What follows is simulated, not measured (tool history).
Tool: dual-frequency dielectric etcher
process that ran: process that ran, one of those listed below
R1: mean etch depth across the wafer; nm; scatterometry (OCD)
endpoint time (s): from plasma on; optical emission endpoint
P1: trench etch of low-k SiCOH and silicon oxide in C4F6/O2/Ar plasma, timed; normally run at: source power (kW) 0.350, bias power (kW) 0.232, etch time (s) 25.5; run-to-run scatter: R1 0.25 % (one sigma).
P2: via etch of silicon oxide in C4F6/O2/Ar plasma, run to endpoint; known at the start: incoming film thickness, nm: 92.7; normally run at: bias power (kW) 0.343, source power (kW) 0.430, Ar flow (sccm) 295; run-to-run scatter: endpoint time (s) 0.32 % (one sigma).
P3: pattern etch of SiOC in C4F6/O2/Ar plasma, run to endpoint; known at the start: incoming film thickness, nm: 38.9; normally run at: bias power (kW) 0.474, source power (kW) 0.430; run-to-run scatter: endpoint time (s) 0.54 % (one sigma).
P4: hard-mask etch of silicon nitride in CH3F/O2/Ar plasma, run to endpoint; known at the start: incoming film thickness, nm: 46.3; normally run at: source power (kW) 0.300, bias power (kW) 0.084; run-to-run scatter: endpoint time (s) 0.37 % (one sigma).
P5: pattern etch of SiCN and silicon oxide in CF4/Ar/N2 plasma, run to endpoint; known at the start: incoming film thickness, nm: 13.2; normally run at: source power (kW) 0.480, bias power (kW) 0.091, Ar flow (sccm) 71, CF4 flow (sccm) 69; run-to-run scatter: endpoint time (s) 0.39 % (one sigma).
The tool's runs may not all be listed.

run 1 hour=6.3 | process_that_ran=P1 source_power_(kW)=0.350 bias_power_(kW)=0.232 etch_time_(s)=25.5 | R1=81.767
run 2 hour=12.2 | process_that_ran=P1 source_power_(kW)=0.350 bias_power_(kW)=0.319 etch_time_(s)=25.5 | R1=90.606
run 3 hour=18.5 | process_that_ran=P2 source_power_(kW)=0.430 bias_power_(kW)=0.343 Ar_flow_(sccm)=295 | endpoint_time_(s)=22.2440
run 4 hour=21.9 | process_that_ran=P1 source_power_(kW)=0.430 bias_power_(kW)=0.232 etch_time_(s)=25.5 | R1=88.529
run 5 hour=25.5 | process_that_ran=P5 source_power_(kW)=0.480 bias_power_(kW)=0.091 Ar_flow_(sccm)=57 CF4_flow_(sccm)=69 | endpoint_time_(s)=12.8250
run 6 hour=30.3 | process_that_ran=P1 source_power_(kW)=0.460 bias_power_(kW)=0.232 etch_time_(s)=19.0 | R1=67.509
run 7 hour=35.3 | process_that_ran=P2 source_power_(kW)=0.430 bias_power_(kW)=0.343 Ar_flow_(sccm)=354 | endpoint_time_(s)=22.6330
run 8 hour=41.7 | process_that_ran=P3 source_power_(kW)=0.430 bias_power_(kW)=0.474 | endpoint_time_(s)=12.4050
run 9 hour=44.5 | process_that_ran=P2 source_power_(kW)=0.430 bias_power_(kW)=0.462 Ar_flow_(sccm)=295 | endpoint_time_(s)=19.9390
run 10 hour=48.9 | process_that_ran=P1 source_power_(kW)=0.350 bias_power_(kW)=0.232 etch_time_(s)=20.0 | R1=63.978
run 11 hour=53.5 | process_that_ran=P1 source_power_(kW)=0.350 bias_power_(kW)=0.232 etch_time_(s)=25.5 | R1=81.016
run 12 hour=57.8 | process_that_ran=P3 source_power_(kW)=0.430 bias_power_(kW)=0.334 | endpoint_time_(s)=14.0630
run 13 hour=61.1 | process_that_ran=P1 source_power_(kW)=0.350 bias_power_(kW)=0.232 etch_time_(s)=25.5 | R1=81.452
run 14 hour=66.0 | process_that_ran=P3 source_power_(kW)=0.550 bias_power_(kW)=0.474 | endpoint_time_(s)=11.2870
run 15 hour=70.5 | process_that_ran=P4 source_power_(kW)=0.300 bias_power_(kW)=0.084 | endpoint_time_(s)=71.2300
run 16 hour=75.2 | process_that_ran=P3 source_power_(kW)=0.430 bias_power_(kW)=0.474 | endpoint_time_(s)=12.3610
run 17 hour=81.0 | process_that_ran=P5 source_power_(kW)=0.670 bias_power_(kW)=0.091 Ar_flow_(sccm)=71 CF4_flow_(sccm)=69 | endpoint_time_(s)=9.7568
run 18 hour=85.9 | process_that_ran=P2 source_power_(kW)=0.270 bias_power_(kW)=0.343 Ar_flow_(sccm)=295 | endpoint_time_(s)=26.3860
run 19 hour=91.9 | process_that_ran=P1 source_power_(kW)=0.280 bias_power_(kW)=0.232 etch_time_(s)=25.5 | R1=74.649
run 20 hour=97.9 | process_that_ran=P1 source_power_(kW)=0.350 bias_power_(kW)=0.232 etch_time_(s)=25.5 | R1=81.589
run 21 hour=102.9 | process_that_ran=P4 source_power_(kW)=0.300 bias_power_(kW)=0.084 | endpoint_time_(s)=71.1490
run 22 hour=108.0 | process_that_ran=P5 source_power_(kW)=0.480 bias_power_(kW)=0.091 Ar_flow_(sccm)=71 CF4_flow_(sccm)=69 | endpoint_time_(s)=13.0960
run 23 hour=113.6 | process_that_ran=P5 source_power_(kW)=0.480 bias_power_(kW)=0.091 Ar_flow_(sccm)=71 CF4_flow_(sccm)=69 | endpoint_time_(s)=13.1080
run 24 hour=119.3 | process_that_ran=P4 source_power_(kW)=0.300 bias_power_(kW)=0.118 | endpoint_time_(s)=62.9630
run 25 hour=123.2 | process_that_ran=P4 source_power_(kW)=0.190 bias_power_(kW)=0.084 | endpoint_time_(s)=84.7640
run 26 hour=127.9 | process_that_ran=P1 source_power_(kW)=0.350 bias_power_(kW)=0.232 etch_time_(s)=32.0 | R1=102.270
run 27 hour=131.6 | process_that_ran=P5 source_power_(kW)=0.480 bias_power_(kW)=0.127 Ar_flow_(sccm)=71 CF4_flow_(sccm)=69 | endpoint_time_(s)=11.7260
run 28 hour=137.2 | process_that_ran=P1 source_power_(kW)=0.350 bias_power_(kW)=0.232 etch_time_(s)=25.5 | R1=81.717
run 29 hour=140.8 | process_that_ran=P5 source_power_(kW)=0.480 bias_power_(kW)=0.091 Ar_flow_(sccm)=71 CF4_flow_(sccm)=55 | endpoint_time_(s)=13.5170
run 30 hour=144.7 | process_that_ran=P1 source_power_(kW)=0.350 bias_power_(kW)=0.152 etch_time_(s)=25.5 | R1=71.066
run 31 hour=149.3 | process_that_ran=P1 source_power_(kW)=0.350 bias_power_(kW)=0.232 etch_time_(s)=25.5 | R1=81.363
run 32 hour=155.4 | process_that_ran=P1 source_power_(kW)=0.350 bias_power_(kW)=0.232 etch_time_(s)=25.5 | R1=81.743
run 33 hour=161.0 | process_that_ran=P1 source_power_(kW)=0.350 bias_power_(kW)=0.232 etch_time_(s)=25.5 | R1=81.979
run 34 hour=166.7 | process_that_ran=P1 source_power_(kW)=0.350 bias_power_(kW)=0.232 etch_time_(s)=25.5 | R1=82.387
-- hour=167.5 wet clean of the chamber
run 35 hour=170.5 | process_that_ran=P1 source_power_(kW)=0.350 bias_power_(kW)=0.232 etch_time_(s)=25.5 | R1=82.373
run 36 hour=173.5 | process_that_ran=P1 source_power_(kW)=0.350 bias_power_(kW)=0.232 etch_time_(s)=25.5 | R1=82.577
run 37 hour=178.0 | process_that_ran=P1 source_power_(kW)=0.350 bias_power_(kW)=0.232 etch_time_(s)=25.5 | R1=82.471
run 38 hour=182.7 | process_that_ran=P1 source_power_(kW)=0.350 bias_power_(kW)=0.232 etch_time_(s)=25.5 | R1=82.466
run 39 hour=187.1 | process_that_ran=P1 source_power_(kW)=0.350 bias_power_(kW)=0.232 etch_time_(s)=25.5 | R1=82.408
run 40 hour=191.6 | process_that_ran=P1 source_power_(kW)=0.350 bias_power_(kW)=0.232 etch_time_(s)=25.5 | R1=82.549
run 41 hour=195.9 | process_that_ran=P1 source_power_(kW)=0.350 bias_power_(kW)=0.232 etch_time_(s)=25.5 | R1=82.827

What P1 gives has crept away from where it was. These 2 causes fit the log equally well, each at the size given:
A: source power that arrives over what is set, % = 4.28
B: bias power that arrives over what is set, % = 4.87
The creep began at about hour 149.3.
Why every other cause is out:
chamber walls in a state that raises the etch rate, %: serviced at hour 167.5, which brought nothing back

4 check runs are offered, each on 2 wafers whose results are averaged, their results left as question marks. Which one tells the causes apart?
run check 1 hour=200.2 | process_that_ran=P5 source_power_(kW)=0.670 bias_power_(kW)=0.091 Ar_flow_(sccm)=61 CF4_flow_(sccm)=69 | endpoint_time_(s)=?
run check 2 hour=200.2 | process_that_ran=P4 source_power_(kW)=0.210 bias_power_(kW)=0.112 | endpoint_time_(s)=?
run check 3 hour=200.2 | process_that_ran=P2 source_power_(kW)=0.430 bias_power_(kW)=0.410 Ar_flow_(sccm)=295 | endpoint_time_(s)=?
run check 4 hour=200.2 | process_that_ran=P3 source_power_(kW)=0.530 bias_power_(kW)=0.474 | endpoint_time_(s)=?

What each check would give under each cause:
check=check_1 result=endpoint_time_(s) if_A=9.2366 if_B=9.4400
check=check_2 result=endpoint_time_(s) if_A=71.5880 if_B=71.3590
check=check_3 result=endpoint_time_(s) if_A=20.4780 if_B=20.4440
check=check_4 result=endpoint_time_(s) if_A=11.3010 if_B=11.2800
How far apart the two closest causes lie, in the result that separates them most: check 1 2.18 %; check 2 0.32 %; check 3 0.16 %; check 4 0.18 %
Check 1 tells the causes apart: in the others they would give nearly the same result.

Then check 1 was run and gave: endpoint time (s) 9.4549. Which cause is it?

It is B: bias power that arrives over what is set, %.
